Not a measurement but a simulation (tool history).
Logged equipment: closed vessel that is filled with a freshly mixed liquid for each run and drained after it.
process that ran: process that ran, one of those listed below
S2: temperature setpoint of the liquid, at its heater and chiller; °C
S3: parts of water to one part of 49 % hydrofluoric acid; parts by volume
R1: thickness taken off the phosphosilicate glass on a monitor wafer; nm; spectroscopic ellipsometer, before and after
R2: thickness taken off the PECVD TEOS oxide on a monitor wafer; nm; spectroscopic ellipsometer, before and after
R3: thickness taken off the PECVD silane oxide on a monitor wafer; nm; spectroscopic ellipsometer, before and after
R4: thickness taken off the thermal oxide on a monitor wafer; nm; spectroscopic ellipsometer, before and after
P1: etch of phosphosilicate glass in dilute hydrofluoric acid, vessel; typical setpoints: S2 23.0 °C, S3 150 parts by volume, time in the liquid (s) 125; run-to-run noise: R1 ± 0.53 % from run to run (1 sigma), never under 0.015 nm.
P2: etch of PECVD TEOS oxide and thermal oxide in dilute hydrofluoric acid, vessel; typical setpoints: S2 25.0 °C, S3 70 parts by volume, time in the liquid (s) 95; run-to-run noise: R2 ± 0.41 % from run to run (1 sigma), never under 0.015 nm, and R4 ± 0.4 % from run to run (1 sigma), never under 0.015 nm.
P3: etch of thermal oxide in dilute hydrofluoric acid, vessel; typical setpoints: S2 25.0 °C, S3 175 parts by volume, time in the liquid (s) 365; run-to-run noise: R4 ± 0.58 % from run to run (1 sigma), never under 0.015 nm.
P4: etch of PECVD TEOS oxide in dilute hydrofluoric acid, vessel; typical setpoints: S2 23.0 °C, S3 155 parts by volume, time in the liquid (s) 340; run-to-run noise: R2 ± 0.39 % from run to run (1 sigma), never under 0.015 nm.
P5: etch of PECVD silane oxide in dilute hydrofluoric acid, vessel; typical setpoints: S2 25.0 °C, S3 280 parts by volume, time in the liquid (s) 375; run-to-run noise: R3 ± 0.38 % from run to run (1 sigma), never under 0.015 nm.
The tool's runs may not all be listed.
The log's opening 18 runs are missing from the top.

{"run": 19, "day": 7.271, "process that ran": "P2", "S2": 25.0, "S3": 125, "time in the liquid (s)": 95, "R2": 9.4877, "R4": 3.5504}
{"run": 20, "day": 7.567, "process that ran": "P3", "S2": 25.0, "S3": 175, "time in the liquid (s)": 30, "R4": 0.74005}
{"run": 21, "day": 7.979, "process that ran": "P5", "S2": 25.0, "S3": 280, "time in the liquid (s)": 375, "R3": 17.009}
{"run": 22, "day": 8.321, "process that ran": "P1", "S2": 23.0, "S3": 150, "time in the liquid (s)": 125, "R1": 43.969}
{"run": 23, "day": 8.771, "process that ran": "P1", "S2": 17.5, "S3": 260, "time in the liquid (s)": 125, "R1": 18.485}
{"run": 24, "day": 9.192, "process that ran": "P1", "S2": 17.0, "S3": 150, "time in the liquid (s)": 125, "R1": 35.029}
{"run": 25, "day": 9.446, "process that ran": "P1", "S2": 23.0, "S3": 150, "time in the liquid (s)": 125, "R1": 44.528}
{"run": 26, "day": 9.654, "process that ran": "P3", "S2": 25.0, "S3": 175, "time in the liquid (s)": 365, "R4": 9.2186}
{"run": 27, "day": 9.946, "process that ran": "P5", "S2": 25.0, "S3": 475, "time in the liquid (s)": 375, "R3": 8.3487}
{"run": 28, "day": 10.221, "process that ran": "P3", "S2": 19.0, "S3": 175, "time in the liquid (s)": 365, "R4": 7.3433}
{"run": 29, "day": 10.567, "process that ran": "P2", "S2": 30.0, "S3": 70, "time in the liquid (s)": 95, "R2": 22.149, "R4": 8.3341}
{"run": 30, "day": 10.862, "process that ran": "P1", "S2": 23.0, "S3": 150, "time in the liquid (s)": 125, "R1": 44.301}
{"run": 31, "day": 11.329, "process that ran": "P1", "S2": 23.0, "S3": 150, "time in the liquid (s)": 125, "R1": 46.24}
{"run": 32, "day": 11.671, "process that ran": "P1", "S2": 23.0, "S3": 150, "time in the liquid (s)": 125, "R1": 46.825}

Run 33 comes next. What will it give?
{"run": 33, "day": 11.988, "process that ran": "P1", "S2": 23.0, "S3": 150, "time in the liquid (s)": 125, "R1": "?"}

{"run 33": {"R1": 47.328}}
